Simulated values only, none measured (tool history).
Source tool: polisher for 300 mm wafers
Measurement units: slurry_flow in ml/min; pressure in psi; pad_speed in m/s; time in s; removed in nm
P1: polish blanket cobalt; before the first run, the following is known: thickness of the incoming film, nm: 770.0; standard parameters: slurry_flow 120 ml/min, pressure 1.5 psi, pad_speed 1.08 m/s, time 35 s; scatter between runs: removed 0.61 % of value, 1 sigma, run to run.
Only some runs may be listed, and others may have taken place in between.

run,day,slurry_flow,pressure,pad_speed,time,wafers polished on this pad,hours since the slurry nozzle was cleaned,hours since the head pressure was calibrated,removed
1,0.171,120,1.5,1.08,35,522,160.7,86.4,134.600
2,0.275,120,1.5,1.08,35,547,163.2,88.9,135.260
3,0.388,120,1.5,1.08,35,574,165.9,91.6,133.960
4,0.588,170,1.5,1.08,35,623,170.7,96.4,142.480
5,0.750,120,1.5,1.64,35,662,174.6,100.3,202.560
6,0.875,120,2.0,1.08,35,692,177.6,103.3,178.380
7,0.996,120,0.7,1.08,35,721,180.5,106.2,62.346
8,1.217,120,1.5,1.08,35,774,185.8,111.5,134.050
9,1.354,120,1.5,1.08,52,808,189.1,114.8,198.690
10,1.529,120,1.5,1.08,35,850,193.3,119.0,132.830
11,1.675,70,1.5,1.08,35,885,196.8,122.5,115.200
12,1.862,160,1.5,1.08,20,930,201.3,127.0,81.369
13,2.033,120,1.5,1.08,17,971,205.4,131.1,65.045
14,2.229,120,0.8,1.08,44,1019,210.1,135.8,90.990
15,2.367,120,1.5,1.08,35,1052,213.4,139.1,134.360
16,2.483,120,1.5,0.62,35,1080,216.2,141.9,76.744
17,2.617,120,1.5,1.08,35,1112,219.4,145.1,134.150
18,2.783,120,1.5,1.08,35,1152,223.4,149.1,129.080
19,2.925,120,1.5,1.08,35,1187,226.8,152.5,126.600
20,3.033,120,1.5,1.08,35,1213,229.4,155.1,124.690
21,3.162,120,1.5,1.08,35,1244,232.5,158.2,124.620
22,3.383,120,1.5,1.08,35,1297,237.8,163.5,122.880
23,3.496,120,1.5,1.08,35,1324,240.5,166.2,123.310
# day 3.612: worn pad replaced by a new one
24,3.675,120,1.5,1.08,35,15,244.8,170.5,122.860
25,3.850,120,1.5,1.08,35,57,249.0,174.7,121.500
26,3.962,120,1.5,1.08,35,85,251.7,177.4,121.260

The log shows P1 creeping away from where it was. Any of the 2 causes listed here, at the size stated for it, fits the log just as well as the others:
A: head's pressure below its setpoint, % = 9.55
B: slurry flow missing at the pad, % = 32.5
The creep began at about day 2.617.
What rules out each remaining cause:
removal rate lost through wear of the pad, %: its service at day 3.612 followed the start of the drift and did not put the process back to its old value

Of the 4 check runs below, each run on 2 wafers with the results averaged and each result still a question mark, which one would tell the listed causes apart?
check 1,4.075,120,1.5,1.58,35,,,,?
check 2,4.075,120,0.8,1.08,49,,,,?
check 3,4.075,120,1.5,0.64,35,,,,?
check 4,4.075,80,1.5,1.08,45,,,,?

Outcome of each check run for each possible cause:
check,result,if A,if B
check 1,removed,177.470,177.500
check 2,removed,90.579,90.590
check 3,removed,71.888,71.897
check 4,removed,140.560,134.900
How far apart the two closest causes lie, in the result that separates them most: check 1 0.01 %; check 2 0.01 %; check 3 0.01 %; check 4 4.11 %
The causes can be told apart only by check 4. The other checks would give nearly the same results under each of them.

With check 4 done, the readings were: removed 140.780 nm. Identify which of the listed causes applies.

It was cause A: head's pressure below its setpoint, %.

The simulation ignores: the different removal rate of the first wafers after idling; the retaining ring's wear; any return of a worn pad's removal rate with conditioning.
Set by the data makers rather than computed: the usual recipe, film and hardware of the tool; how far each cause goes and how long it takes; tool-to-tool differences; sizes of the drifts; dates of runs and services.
